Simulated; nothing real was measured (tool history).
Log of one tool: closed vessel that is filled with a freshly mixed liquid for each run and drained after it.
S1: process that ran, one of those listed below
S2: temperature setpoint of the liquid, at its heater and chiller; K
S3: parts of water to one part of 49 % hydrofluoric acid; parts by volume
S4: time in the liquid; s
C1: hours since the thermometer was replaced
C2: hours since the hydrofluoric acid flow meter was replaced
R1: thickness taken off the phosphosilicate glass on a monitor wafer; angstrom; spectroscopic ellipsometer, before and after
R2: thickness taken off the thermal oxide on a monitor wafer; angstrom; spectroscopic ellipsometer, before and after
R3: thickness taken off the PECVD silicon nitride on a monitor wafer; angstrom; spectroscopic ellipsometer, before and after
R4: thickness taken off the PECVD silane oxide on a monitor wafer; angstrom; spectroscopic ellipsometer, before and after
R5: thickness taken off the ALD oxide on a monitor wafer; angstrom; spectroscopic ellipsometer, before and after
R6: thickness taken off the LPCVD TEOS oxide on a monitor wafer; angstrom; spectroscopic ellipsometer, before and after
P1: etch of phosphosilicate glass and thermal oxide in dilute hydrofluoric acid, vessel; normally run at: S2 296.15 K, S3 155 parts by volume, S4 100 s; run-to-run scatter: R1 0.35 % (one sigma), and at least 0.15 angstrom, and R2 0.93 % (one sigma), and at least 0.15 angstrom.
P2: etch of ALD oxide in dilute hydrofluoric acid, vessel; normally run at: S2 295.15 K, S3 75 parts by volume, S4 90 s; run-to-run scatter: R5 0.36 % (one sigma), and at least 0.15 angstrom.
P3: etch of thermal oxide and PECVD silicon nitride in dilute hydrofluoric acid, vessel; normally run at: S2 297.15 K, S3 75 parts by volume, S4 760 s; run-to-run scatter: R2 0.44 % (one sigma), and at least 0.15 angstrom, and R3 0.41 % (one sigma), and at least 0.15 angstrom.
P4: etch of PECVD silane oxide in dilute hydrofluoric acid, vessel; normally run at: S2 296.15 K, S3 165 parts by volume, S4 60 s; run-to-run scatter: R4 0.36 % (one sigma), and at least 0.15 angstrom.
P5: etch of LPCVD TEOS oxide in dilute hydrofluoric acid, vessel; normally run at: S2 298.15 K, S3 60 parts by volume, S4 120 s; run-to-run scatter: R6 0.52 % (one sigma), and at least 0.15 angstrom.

Run 1, hour 6.2: S1 P1, S2 296.15 K, S3 155 parts by volume, S4 100 s; C1 809.3; C2 664.4. Result: R1 520.73 angstrom, R2 25.4320 angstrom.
Run 2, hour 16.0: S1 P3, S2 297.15 K, S3 75 parts by volume, S4 30 s; C1 819.1; C2 674.2. Result: R2 19.3680 angstrom, R3 8.4818 angstrom.
Run 3, hour 21.2: S1 P4, S2 304.15 K, S3 165 parts by volume, S4 60 s; C1 824.3; C2 679.4. Result: R4 134.59 angstrom.
Run 4, hour 27.7: S1 P1, S2 290.15 K, S3 155 parts by volume, S4 100 s; C1 830.8; C2 685.9. Result: R1 412.73 angstrom, R2 20.0790 angstrom.
Run 5, hour 35.0: S1 P1, S2 302.15 K, S3 155 parts by volume, S4 30 s; C1 838.1; C2 693.2. Result: R1 196.30 angstrom, R2 9.4928 angstrom.
Run 6, hour 44.8: S1 P3, S2 305.15 K, S3 75 parts by volume, S4 760 s; C1 847.9; C2 703.0. Result: R2 672.2100 angstrom, R3 356.3000 angstrom.
Run 7, hour 49.3: S1 P4, S2 296.15 K, S3 165 parts by volume, S4 100 s; C1 852.4; C2 707.5. Result: R4 168.28 angstrom.
Run 8, hour 57.8: S1 P4, S2 296.15 K, S3 165 parts by volume, S4 60 s; C1 860.9; C2 716.0. Result: R4 100.39 angstrom.
Run 9, hour 64.0: S1 P1, S2 296.15 K, S3 265 parts by volume, S4 100 s; C1 867.1; C2 722.2. Result: R1 273.43 angstrom, R2 12.9620 angstrom.
Run 10, hour 71.0: S1 P3, S2 297.15 K, S3 20 parts by volume, S4 760 s; C1 874.1; C2 729.2. Result: R2 1984.9000 angstrom, R3 768.6700 angstrom.
Run 11, hour 78.6: S1 P1, S2 296.15 K, S3 155 parts by volume, S4 100 s; C1 881.7; C2 736.8. Result: R1 526.96 angstrom, R2 25.5510 angstrom.
Run 12, hour 83.4: S1 P1, S2 296.15 K, S3 155 parts by volume, S4 100 s; C1 886.5; C2 741.6. Result: R1 529.31 angstrom, R2 25.6050 angstrom.
Run 13, hour 92.1: S1 P1, S2 296.15 K, S3 155 parts by volume, S4 100 s; C1 895.2; C2 750.3. Result: R1 526.17 angstrom, R2 25.3020 angstrom.
Run 14, hour 96.5: S1 P2, S2 299.65 K, S3 75 parts by volume, S4 90 s; C1 899.6; C2 754.7. Result: R5 168.570 angstrom.
Run 15, hour 101.4: S1 P4, S2 296.15 K, S3 165 parts by volume, S4 60 s; C1 904.5; C2 759.6. Result: R4 100.82 angstrom.
Run 16, hour 109.6: S1 P2, S2 295.15 K, S3 75 parts by volume, S4 90 s; C1 912.7; C2 767.8. Result: R5 140.930 angstrom.
Run 17, hour 119.4: S1 P5, S2 298.15 K, S3 60 parts by volume, S4 30 s; C1 922.5; C2 777.6. Result: R6 123.78 angstrom.
Run 18, hour 125.0: S1 P1, S2 302.15 K, S3 245 parts by volume, S4 100 s; C1 928.1; C2 783.2. Result: R1 373.52 angstrom, R2 17.7710 angstrom.
Run 19, hour 131.6: S1 P1, S2 296.15 K, S3 155 parts by volume, S4 100 s; C1 934.7; C2 789.8. Result: R1 524.84 angstrom, R2 25.6740 angstrom.
Run 20, hour 139.7: S1 P1, S2 296.15 K, S3 155 parts by volume, S4 160 s; C1 942.8; C2 797.9. Result: R1 842.19 angstrom, R2 40.6130 angstrom.
Run 21, hour 149.2: S1 P1, S2 296.15 K, S3 155 parts by volume, S4 100 s; C1 952.3; C2 807.4. Result: R1 527.63 angstrom, R2 25.0300 angstrom.
Run 22, hour 157.6: S1 P5, S2 298.15 K, S3 60 parts by volume, S4 120 s; C1 960.7; C2 815.8. Result: R6 497.62 angstrom.
Run 23, hour 162.7: S1 P5, S2 298.15 K, S3 60 parts by volume, S4 120 s; C1 965.8; C2 820.9. Result: R6 495.62 angstrom.
Run 24, hour 169.1: S1 P2, S2 295.15 K, S3 140 parts by volume, S4 90 s; C1 972.2; C2 827.3. Result: R5 70.560 angstrom.
Run 25, hour 176.4: S1 P1, S2 301.65 K, S3 40 parts by volume, S4 100 s; C1 979.5; C2 834.6. Result: R1 2924.60 angstrom, R2 141.0700 angstrom.
Run 26, hour 183.7: S1 P1, S2 296.15 K, S3 155 parts by volume, S4 100 s; C1 986.8; C2 841.9. Result: R1 525.39 angstrom, R2 25.1810 angstrom.
Run 27, hour 192.6: S1 P3, S2 297.15 K, S3 75 parts by volume, S4 760 s; C1 995.7; C2 850.8. Result: R2 491.9500 angstrom, R3 213.9900 angstrom.
Run 28, hour 198.5: S1 P1, S2 304.65 K, S3 155 parts by volume, S4 100 s; C1 1001.6; C2 856.7. Result: R1 714.58 angstrom, R2 34.7090 angstrom.
Run 29, hour 204.2: S1 P4, S2 296.15 K, S3 50 parts by volume, S4 60 s; C1 1007.3; C2 862.4. Result: R4 380.14 angstrom.
Run 30, hour 212.9: S1 P2, S2 295.15 K, S3 75 parts by volume, S4 30 s; C1 1016.0; C2 871.1. Result: R5 47.008 angstrom.
Run 31, hour 218.4: S1 P1, S2 296.15 K, S3 155 parts by volume, S4 35 s; C1 1021.5; C2 876.6. Result: R1 183.82 angstrom, R2 8.4189 angstrom.

Forecast run 32:
Run 32, hour 223.5: S1 P5, S2 306.65 K, S3 60 parts by volume, S4 120 s; C1 1026.6; C2 881.7. Result: R6 ?.

Run 32 gave R6 693.76 angstrom.
